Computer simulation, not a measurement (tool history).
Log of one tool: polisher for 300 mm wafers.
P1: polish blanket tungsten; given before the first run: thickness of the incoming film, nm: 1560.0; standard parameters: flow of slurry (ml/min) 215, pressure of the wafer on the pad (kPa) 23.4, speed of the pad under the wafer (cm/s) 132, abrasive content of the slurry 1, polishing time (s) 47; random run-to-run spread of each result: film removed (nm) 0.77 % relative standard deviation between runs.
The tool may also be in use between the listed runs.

| run | hour | flow of slurry (ml/min) | pressure of the wafer on the pad (kPa) | speed of the pad under the wafer (cm/s) | abrasive content of the slurry | polishing time (s) | film removed (nm) |
|---|---|---|---|---|---|---|---|
| 1 | 6.4 | 215 | 23.4 | 132 | 1 | 47 | 283.73 |
| 2 | 12.2 | 215 | 31 | 132 | 1 | 47 | 375.12 |
| 3 | 17.3 | 215 | 23.4 | 92 | 1 | 69 | 287.89 |
| 4 | 22.8 | 215 | 23.4 | 66 | 1 | 47 | 140.36 |
| 5 | 28.6 | 215 | 23.4 | 132 | 1 | 47 | 282.52 |
| 6 | 33.5 | 215 | 23.4 | 174 | 1 | 47 | 374.26 |
| 7 | 39.8 | 130 | 23.4 | 132 | 1 | 47 | 263.28 |
|  | 40.7 | slurry blender recalibrated |
| 8 | 46.4 | 215 | 23.4 | 132 | 1 | 73 | 430.34 |
| 9 | 51.3 | 215 | 23.4 | 132 | 1.45 | 47 | 305.19 |
| 10 | 55.2 | 215 | 13.1 | 132 | 1 | 47 | 155.45 |
| 11 | 60.7 | 215 | 23.4 | 132 | 1 | 21 | 124.08 |
| 12 | 63.8 | 215 | 23.4 | 132 | 1 | 47 | 282.01 |
| 13 | 67.1 | 330 | 23.4 | 132 | 1 | 47 | 295.96 |
|  | 71.9 | slurry nozzle cleaned |
| 14 | 72.4 | 215 | 23.4 | 132 | 1 | 47 | 280.12 |
| 15 | 78.1 | 215 | 23.4 | 92 | 1 | 34 | 142.78 |
| 16 | 81.2 | 215 | 23.4 | 132 | 0.5 | 47 | 242.63 |
| 17 | 86.2 | 215 | 23.4 | 132 | 1 | 47 | 282.81 |
| 18 | 90.4 | 215 | 23.4 | 132 | 1 | 47 | 281.84 |
| 19 | 95 | 215 | 23.4 | 132 | 1 | 47 | 282.88 |
| 20 | 99.9 | 215 | 23.4 | 132 | 1 | 47 | 274.22 |
| 21 | 106.4 | 215 | 23.4 | 132 | 1 | 47 | 270.08 |
| 22 | 112.1 | 215 | 23.4 | 132 | 1 | 47 | 267.27 |
| 23 | 115.6 | 215 | 23.4 | 132 | 1 | 47 | 264.48 |
|  | 117.5 | slurry blender recalibrated |
| 24 | 120.3 | 215 | 23.4 | 132 | 1 | 47 | 265.36 |
|  | 120.5 | head pressure recalibrated |
| 25 | 126.2 | 215 | 23.4 | 132 | 1 | 47 | 263.62 |
| 26 | 131.1 | 215 | 23.4 | 132 | 1 | 47 | 258.88 |
|  | 135.9 | slurry tank refilled with fresh slurry and peroxide |
| 27 | 136 | 215 | 23.4 | 132 | 1 | 47 | 259.87 |
| 28 | 142.1 | 215 | 23.4 | 132 | 1 | 47 | 259.67 |
| 29 | 146.7 | 215 | 23.4 | 132 | 1 | 47 | 258.49 |
| 30 | 151 | 215 | 23.4 | 132 | 1 | 47 | 255.79 |

P1 has crept away from where it was. The log is fitted equally well by each of these 2 causes, at the sizes shown:
A: removal rate lost through wear of the pad, % = 7.59
B: slurry flow missing at the pad, % = 39.6
Onset of the creep was near hour 95.
Ruled out, with reasons:
head's pressure below its setpoint, %: serviced at hour 120.5, which brought nothing back
abrasive missing from the slurry, %: serviced at hour 117.5, which brought nothing back
peroxide lost from the slurry, %: serviced at hour 135.9, which brought nothing back

4 check runs are offered, each on 3 wafers whose results are averaged, their results left as question marks. Which one tells the causes apart?
| check 1 | 155.3 | 145 | 23.4 | 132 | 1 | 24 | ? |
| check 2 | 155.3 | 215 | 23.4 | 132 | 0.7 | 47 | ? |
| check 3 | 155.3 | 215 | 17.9 | 132 | 1 | 47 | ? |
| check 4 | 155.3 | 215 | 23.4 | 132 | 1.2 | 47 | ? |

What each check would give under each cause:
| check | result | if A | if B |
|---|---|---|---|
| check 1 | film removed (nm) | 125.21 | 121 |
| check 2 | film removed (nm) | 239.29 | 239.26 |
| check 3 | film removed (nm) | 198.8 | 198.78 |
| check 4 | film removed (nm) | 271.52 | 271.49 |
Distance between the nearest two causes, measured in the result of the check that separates them most: check 1 3.42 %; check 2 0.01 %; check 3 0.01 %; check 4 0.01 %
Only in check 1 would the causes give clearly different results; in the remaining checks their results would be nearly the same.

The results of check 1 are: film removed (nm) 124.85. Based on these, which of the listed causes is it?

A is the cause: removal rate lost through wear of the pad, %.
